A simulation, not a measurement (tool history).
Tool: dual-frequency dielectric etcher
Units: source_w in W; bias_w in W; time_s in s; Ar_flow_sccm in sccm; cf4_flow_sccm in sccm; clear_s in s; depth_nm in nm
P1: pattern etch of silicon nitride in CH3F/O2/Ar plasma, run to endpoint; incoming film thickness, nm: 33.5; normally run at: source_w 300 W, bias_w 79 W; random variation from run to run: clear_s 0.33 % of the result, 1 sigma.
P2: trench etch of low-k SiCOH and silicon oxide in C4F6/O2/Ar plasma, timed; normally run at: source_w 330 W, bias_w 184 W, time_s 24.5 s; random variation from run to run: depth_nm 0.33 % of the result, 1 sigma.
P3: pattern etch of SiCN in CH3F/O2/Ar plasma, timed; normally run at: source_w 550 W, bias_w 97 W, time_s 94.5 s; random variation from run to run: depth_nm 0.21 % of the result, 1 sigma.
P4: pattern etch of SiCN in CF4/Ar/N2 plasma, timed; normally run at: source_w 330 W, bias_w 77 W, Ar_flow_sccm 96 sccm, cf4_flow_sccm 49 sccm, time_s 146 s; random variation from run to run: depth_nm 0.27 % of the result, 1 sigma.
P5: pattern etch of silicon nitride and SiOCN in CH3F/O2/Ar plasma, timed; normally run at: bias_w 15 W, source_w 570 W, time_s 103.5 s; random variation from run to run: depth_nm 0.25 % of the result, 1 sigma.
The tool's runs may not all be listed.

| run | hour | process | source_w | bias_w | time_s | Ar_flow_sccm | cf4_flow_sccm | hours since the last wet clean | hours since the last source power generator calibration | hours since the last bias power generator calibration | clear_s | depth_nm |
|---|---|---|---|---|---|---|---|---|---|---|---|---|
| 1 | 3.4 | P1 | 300 | 79 |  |  |  | 497.8 | 1336.1 | 2365 | 52.144 |  |
| 2 | 6.3 | P3 | 550 | 97 | 57 |  |  | 500.7 | 1339 | 2367.9 |  | 27.2 |
| 3 | 8.6 | P1 | 220 | 79 |  |  |  | 503 | 1341.3 | 2370.2 | 58.703 |  |
| 4 | 12.4 | P1 | 300 | 79 |  |  |  | 506.8 | 1345.1 | 2374 | 52.027 |  |
| 5 | 16.4 | P3 | 430 | 97 | 94.5 |  |  | 510.8 | 1349.1 | 2378 |  | 41.262 |
| 6 | 19.3 | P3 | 550 | 97 | 94.5 |  |  | 513.7 | 1352 | 2380.9 |  | 44.99 |
| 7 | 21.5 | P4 | 330 | 77 | 218.5 | 96 | 49 | 515.9 | 1354.2 | 2383.1 |  | 141.47 |
| 8 | 25.2 | P3 | 550 | 62 | 94.5 |  |  | 519.6 | 1357.9 | 2386.8 |  | 38.399 |
| 9 | 29.5 | P4 | 330 | 77 | 146 | 96 | 49 | 523.9 | 1362.2 | 2391.1 |  | 94.562 |
| 10 | 31.7 | P1 | 360 | 54 |  |  |  | 526.1 | 1364.4 | 2393.3 | 55.13 |  |
| 11 | 35.3 | P2 | 330 | 184 | 33.5 |  |  | 529.7 | 1368 | 2396.9 |  | 95.741 |
| 12 | 39.6 | P4 | 330 | 56 | 146 | 96 | 49 | 534 | 1372.3 | 2401.2 |  | 83.891 |
| 13 | 42.3 | P4 | 330 | 77 | 146 | 120 | 49 | 536.7 | 1375 | 2403.9 |  | 91.153 |
| 14 | 45.5 | P4 | 330 | 77 | 146 | 96 | 29 | 539.9 | 1378.2 | 2407.1 |  | 87.053 |
| 15 | 49.3 | P5 | 570 | 15 | 148 |  |  | 543.7 | 1382 | 2410.9 |  | 18.369 |
| 16 | 52.6 | P1 | 300 | 79 |  |  |  | 547 | 1385.3 | 2414.2 | 52.399 |  |
| 17 | 55.7 | P1 | 300 | 79 |  |  |  | 550.1 | 1388.4 | 2417.3 | 52.392 |  |
| 18 | 60 | P2 | 330 | 184 | 24.5 |  |  | 554.4 | 1392.7 | 2421.6 |  | 70.513 |
| 19 | 62 | P1 | 300 | 79 |  |  |  | 556.4 | 1394.7 | 2423.6 | 52.112 |  |
| 20 | 65 | P2 | 330 | 131 | 24.5 |  |  | 559.4 | 1397.7 | 2426.6 |  | 63.445 |
| 21 | 68.7 | P1 | 300 | 112 |  |  |  | 563.1 | 1401.4 | 2430.3 | 46.015 |  |
| 22 | 70.7 | P3 | 550 | 97 | 94.5 |  |  | 565.1 | 1403.4 | 2432.3 |  | 45.04 |
| 23 | 74.9 | P5 | 570 | 15 | 103.5 |  |  | 569.3 | 1407.6 | 2436.5 |  | 12.871 |
| 24 | 77.7 | P5 | 790 | 15 | 103.5 |  |  | 572.1 | 1410.4 | 2439.3 |  | 14.441 |
| 25 | 80.2 | P5 | 570 | 9 | 103.5 |  |  | 574.6 | 1412.9 | 2441.8 |  | 10.641 |
| 26 | 83.4 | P1 | 370 | 79 |  |  |  | 577.8 | 1416.1 | 2445 | 48.106 |  |
| 27 | 86.8 | P2 | 250 | 184 | 24.5 |  |  | 581.2 | 1419.5 | 2448.4 |  | 63.145 |
| 28 | 89.1 | P1 | 300 | 63 |  |  |  | 583.5 | 1421.8 | 2450.7 | 56.324 |  |
| 29 | 93.3 | P4 | 240 | 77 | 146 | 96 | 49 | 587.7 | 1426 | 2454.9 |  | 71.511 |
| 30 | 95.2 | P1 | 300 | 79 |  |  |  | 589.6 | 1427.9 | 2456.8 | 52.32 |  |
| 31 | 97.4 | P1 | 300 | 79 |  |  |  | 591.8 | 1430.1 | 2459 | 52.575 |  |
| 32 | 101.6 | P1 | 300 | 79 |  |  |  | 596 | 1434.3 | 2463.2 | 52.795 |  |
| 33 | 105.8 | P1 | 300 | 79 |  |  |  | 600.2 | 1438.5 | 2467.4 | 52.999 |  |
| 34 | 109.6 | P1 | 300 | 79 |  |  |  | 604 | 1442.3 | 2471.2 | 53.009 |  |
| 35 | 113.4 | P1 | 300 | 79 |  |  |  | 607.8 | 1446.1 | 2475 | 53.199 |  |
| 36 | 117 | P1 | 300 | 79 |  |  |  | 611.4 | 1449.7 | 2478.6 | 53.162 |  |
| 37 | 121.1 | P1 | 300 | 79 |  |  |  | 615.5 | 1453.8 | 2482.7 | 52.973 |  |
|  | 121.5 | wet clean of the chamber |
| 38 | 124.8 | P1 | 300 | 79 |  |  |  | 3.4 | 1457.5 | 2486.4 | 53.062 |  |
| 39 | 128.9 | P1 | 300 | 79 |  |  |  | 7.5 | 1461.6 | 2490.5 | 53.017 |  |
| 40 | 132.1 | P1 | 300 | 79 |  |  |  | 10.7 | 1464.8 | 2493.7 | 53.036 |  |

What P1 gives has crept away from where it was. These 2 causes fit the log equally well, each at the size given:
A: source power that arrives under what is set, % = 4.28
B: bias power that arrives under what is set, % = 4.51
The creep began at about hour 95.2.
Why every other cause is out:
chamber walls in a state that lowers the etch rate, %: serviced at hour 121.5, which brought nothing back

4 check runs are offered, one wafer each, their results left as question marks. Which one tells the causes apart?
| check 1 | 135.3 | P3 | 550 | 97 | 94.5 |  |  |  |  |  |  | ? |
| check 2 | 135.3 | P5 | 570 | 15 | 103.5 |  |  |  |  |  |  | ? |
| check 3 | 135.3 | P2 | 330 | 184 | 24.5 |  |  |  |  |  |  | ? |
| check 4 | 135.3 | P4 | 330 | 77 | 146 | 96 | 49 |  |  |  |  | ? |

What each check would give under each cause:
| check | result | if A | if B |
|---|---|---|---|
| check 1 | depth_nm | 44.313 | 44.285 |
| check 2 | depth_nm | 12.607 | 12.583 |
| check 3 | depth_nm | 69.25 | 69.4 |
| check 4 | depth_nm | 90.933 | 92.835 |
How far apart the two closest causes lie, in the result that separates them most: check 1 0.06 %; check 2 0.19 %; check 3 0.22 %; check 4 2.07 %
Only check 4 tells the causes apart: in the others they would give nearly the same result.

Check 4 was then run and gave: depth_nm 92.711 nm. Which cause is it?

It is B: bias power that arrives under what is set, %.
